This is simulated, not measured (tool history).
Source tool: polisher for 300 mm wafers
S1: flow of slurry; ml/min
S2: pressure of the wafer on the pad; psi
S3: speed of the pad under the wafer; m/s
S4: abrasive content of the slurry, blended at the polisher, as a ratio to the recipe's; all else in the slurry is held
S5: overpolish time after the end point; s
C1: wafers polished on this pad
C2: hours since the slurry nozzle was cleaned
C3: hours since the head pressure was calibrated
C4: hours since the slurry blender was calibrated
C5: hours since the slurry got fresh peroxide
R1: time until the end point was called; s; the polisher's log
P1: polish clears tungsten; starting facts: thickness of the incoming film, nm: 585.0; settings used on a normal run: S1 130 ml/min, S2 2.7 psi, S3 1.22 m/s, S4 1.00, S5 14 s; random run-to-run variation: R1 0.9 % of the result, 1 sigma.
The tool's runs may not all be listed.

run	day	S1	S2	S3	S4	S5	C1	C2	C3	C4	C5	R1
1	0.200	130	2.7	1.22	1.00	14	712	602.8	561.3	119.3	41.8	133.750
2	0.342	130	2.7	1.22	0.50	14	728	606.2	564.7	122.7	45.2	157.330
3	0.550	130	2.7	1.22	1.00	6	752	611.2	569.7	127.7	50.2	135.330
4	0.696	130	2.7	1.22	1.00	14	769	614.7	573.2	131.2	53.7	133.390
5	0.912	95	2.7	1.22	0.55	14	794	619.9	578.4	136.4	58.9	166.010
6	1.096	130	2.7	1.22	1.45	14	815	624.3	582.8	140.8	63.3	123.910
7	1.204	80	2.7	1.22	1.00	14	827	626.9	585.4	143.4	65.9	150.120
8	1.379	130	2.7	0.84	1.00	14	848	631.1	589.6	147.6	70.1	196.180
9	1.517	195	2.7	1.22	1.00	14	863	634.4	592.9	150.9	73.4	125.350
10	1.675	130	1.3	1.22	1.00	14	882	638.2	596.7	154.7	77.2	280.880
11	1.829	130	2.7	1.22	1.00	14	899	641.9	600.4	158.4	80.9	135.300
12	2.004	130	4.2	1.22	1.00	14	919	646.1	604.6	162.6	85.1	85.703
# day 2.108: slurry nozzle cleaned
13	2.133	130	2.7	1.86	1.00	14	934	0.6	607.7	165.7	88.2	88.244
# day 2.171: slurry blender recalibrated
14	2.271	130	2.7	1.22	1.00	14	950	3.9	611.0	2.4	91.5	132.970
15	2.367	130	2.7	1.22	1.00	14	961	6.2	613.3	4.7	93.8	134.990
16	2.471	130	2.7	1.22	1.00	26	973	8.7	615.8	7.2	96.3	136.100
17	2.633	130	2.7	1.22	1.00	14	992	12.6	619.7	11.1	100.2	134.200
18	2.783	160	2.7	1.22	1.35	14	1009	16.2	623.3	14.7	103.8	118.840
19	2.975	130	2.7	1.22	1.00	14	1031	20.8	627.9	19.3	108.4	132.550
20	3.171	130	2.7	1.22	1.00	14	1054	25.5	632.6	24.0	113.1	139.370
21	3.388	130	2.7	1.22	1.00	14	1078	30.7	637.8	29.2	118.3	142.260
22	3.588	130	2.7	1.22	1.00	14	1101	35.5	642.6	34.0	123.1	146.020
# day 3.662: slurry tank refilled with fresh slurry and peroxide
23	3.738	130	2.7	1.22	1.00	14	1119	39.1	646.2	37.6	1.8	146.480
# day 3.742: head pressure recalibrated
# day 3.854: slurry blender recalibrated
24	3.929	130	2.7	1.22	1.00	14	1141	43.7	4.6	1.8	6.4	149.980
25	4.121	130	2.7	1.22	1.00	14	1163	48.3	9.2	6.4	11.0	151.700
26	4.267	130	2.7	1.22	1.00	14	1180	51.8	12.7	9.9	14.5	147.730
27	4.371	130	2.7	1.22	1.00	14	1191	54.3	15.2	12.4	17.0	150.070
28	4.492	130	2.7	1.22	1.00	14	1205	57.2	18.1	15.3	19.9	153.530
29	4.646	130	2.7	1.22	1.00	14	1223	60.9	21.8	19.0	23.6	150.310
30	4.833	130	2.7	1.22	1.00	14	1245	65.4	26.3	23.5	28.1	151.920

What P1 gives has crept off from where it sat before. The 2 causes that follow fit the log equally well, each at the size noted:
A: removal rate lost through wear of the pad, % = 11.1
B: slurry flow missing at the pad, % = 38.1
The onset of the drift is placed at about day 2.975.
Ruled out, with reasons:
head's pressure below its setpoint, %: serviced after onset, at day 3.742, with no recovery of the prior output
abrasive missing from the slurry, %: serviced after onset, at day 3.854, with no recovery of the prior output
peroxide lost from the slurry, %: serviced after onset, at day 3.662, with no recovery of the prior output

Consider the 4 check runs below, whose results appear as question marks and each of which averages 2 wafers. Which one distinguishes the causes, in that each cause would give it a clearly different result?
check 1	5.021	130	4.1	1.22	1.40	14						?
check 2	5.021	130	2.7	1.50	1.00	9						?
check 3	5.021	80	2.7	1.22	1.00	24						?
check 4	5.021	130	2.7	1.84	0.70	14						?

What each check would give under each cause:
check	result	if A	if B
check 1	R1	91.434	91.456
check 2	R1	122.440	122.470
check 3	R1	169.670	180.180
check 4	R1	108.440	108.460
Smallest distance between any two causes, each pair judged by its most separating result, in per cent: check 1 0.02 %; check 2 0.02 %; check 3 6.01 %; check 4 0.02 %
Of the check runs offered, only check 3 discriminates between the causes; the rest would read about the same regardless of which cause applies.

Check 3 has now been run. It gave: R1 168.460 s. Which of the candidate causes is it?

Of the candidate causes, it is A: removal rate lost through wear of the pad, %.
